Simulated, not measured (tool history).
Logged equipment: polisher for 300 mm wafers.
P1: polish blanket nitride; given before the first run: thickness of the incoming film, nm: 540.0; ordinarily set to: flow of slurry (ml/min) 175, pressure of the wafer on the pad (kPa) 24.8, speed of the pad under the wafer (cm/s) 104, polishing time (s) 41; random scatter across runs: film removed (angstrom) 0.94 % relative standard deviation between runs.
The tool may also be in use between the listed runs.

| run | day | flow of slurry (ml/min) | pressure of the wafer on the pad (kPa) | speed of the pad under the wafer (cm/s) | polishing time (s) | film removed (angstrom) |
|---|---|---|---|---|---|---|
| 1 | 0.571 | 175 | 24.8 | 104 | 41 | 783.63 |
| 2 | 1.092 | 175 | 24.8 | 104 | 41 | 783.02 |
| 3 | 1.467 | 175 | 24.8 | 104 | 20 | 378.95 |
| 4 | 1.883 | 175 | 24.8 | 136 | 41 | 968.64 |
| 5 | 2.254 | 175 | 11.0 | 104 | 41 | 345.94 |
| 6 | 2.629 | 175 | 24.8 | 104 | 41 | 779.76 |
| 7 | 2.996 | 175 | 24.8 | 104 | 41 | 776.93 |
|  | 3.179 | head pressure recalibrated |
| 8 | 3.417 | 175 | 24.8 | 104 | 41 | 789.93 |
| 9 | 3.908 | 175 | 24.8 | 104 | 41 | 779.27 |
| 10 | 4.246 | 230 | 24.8 | 104 | 41 | 803.53 |
| 11 | 4.638 | 175 | 24.8 | 104 | 41 | 783.41 |
| 12 | 4.938 | 175 | 24.8 | 104 | 64 | 1234.10 |
| 13 | 5.229 | 175 | 18.6 | 104 | 60 | 853.32 |
| 14 | 5.600 | 175 | 36.5 | 104 | 41 | 1136.70 |
| 15 | 6.192 | 175 | 17.9 | 104 | 53 | 729.47 |
| 16 | 6.733 | 175 | 24.8 | 48 | 41 | 420.47 |
| 17 | 7.017 | 105 | 24.8 | 104 | 41 | 705.45 |
| 18 | 7.446 | 175 | 24.8 | 104 | 41 | 775.90 |
| 19 | 7.983 | 175 | 24.8 | 104 | 41 | 752.26 |
| 20 | 8.275 | 175 | 24.8 | 104 | 41 | 756.16 |
| 21 | 8.679 | 175 | 24.8 | 104 | 41 | 752.17 |
|  | 8.758 | head pressure recalibrated |
| 22 | 9.075 | 175 | 24.8 | 104 | 41 | 741.34 |
| 23 | 9.450 | 175 | 24.8 | 104 | 41 | 745.98 |
| 24 | 9.767 | 175 | 24.8 | 104 | 41 | 745.21 |

What P1 gives has crept off from where it sat before. The 2 causes that follow fit the log equally well, each at the size noted:
A: slurry flow missing at the pad, % = 28.5
B: removal rate lost through wear of the pad, % = 5.74
The onset of the drift is placed at about day 7.446.
Why every other cause is out:
head's pressure below its setpoint, %: serviced after onset, at day 8.758, with no recovery of the prior output

You are offered 4 check runs, listed below with question marks in place of their results; each one averages 5 wafers. Which run separates the listed causes by giving clearly different results for each?
| check 1 | 10.083 | 175 | 24.8 | 50 | 63 | ? |
| check 2 | 10.083 | 175 | 12.4 | 104 | 20 | ? |
| check 3 | 10.083 | 175 | 11.7 | 104 | 54 | ? |
| check 4 | 10.083 | 105 | 35.2 | 104 | 41 | ? |

What every check run would give for each of its results, assuming each possible cause in turn:
| check | result | if A | if B |
|---|---|---|---|
| check 1 | film removed (angstrom) | 628.97 | 628.97 |
| check 2 | film removed (angstrom) | 179.37 | 179.36 |
| check 3 | film removed (angstrom) | 457.39 | 457.38 |
| check 4 | film removed (angstrom) | 912.78 | 944.58 |
How far apart the two closest causes lie, in the result that separates them most: check 1 0 %; check 2 0 %; check 3 0 %; check 4 3.42 %
Check 4 distinguishes between the causes, while the remaining checks would return nearly the same result for all of them.

The results of check 4 are: film removed (angstrom) 912.83. Based on these, which of the listed causes is it?

A is the cause: slurry flow missing at the pad, %.

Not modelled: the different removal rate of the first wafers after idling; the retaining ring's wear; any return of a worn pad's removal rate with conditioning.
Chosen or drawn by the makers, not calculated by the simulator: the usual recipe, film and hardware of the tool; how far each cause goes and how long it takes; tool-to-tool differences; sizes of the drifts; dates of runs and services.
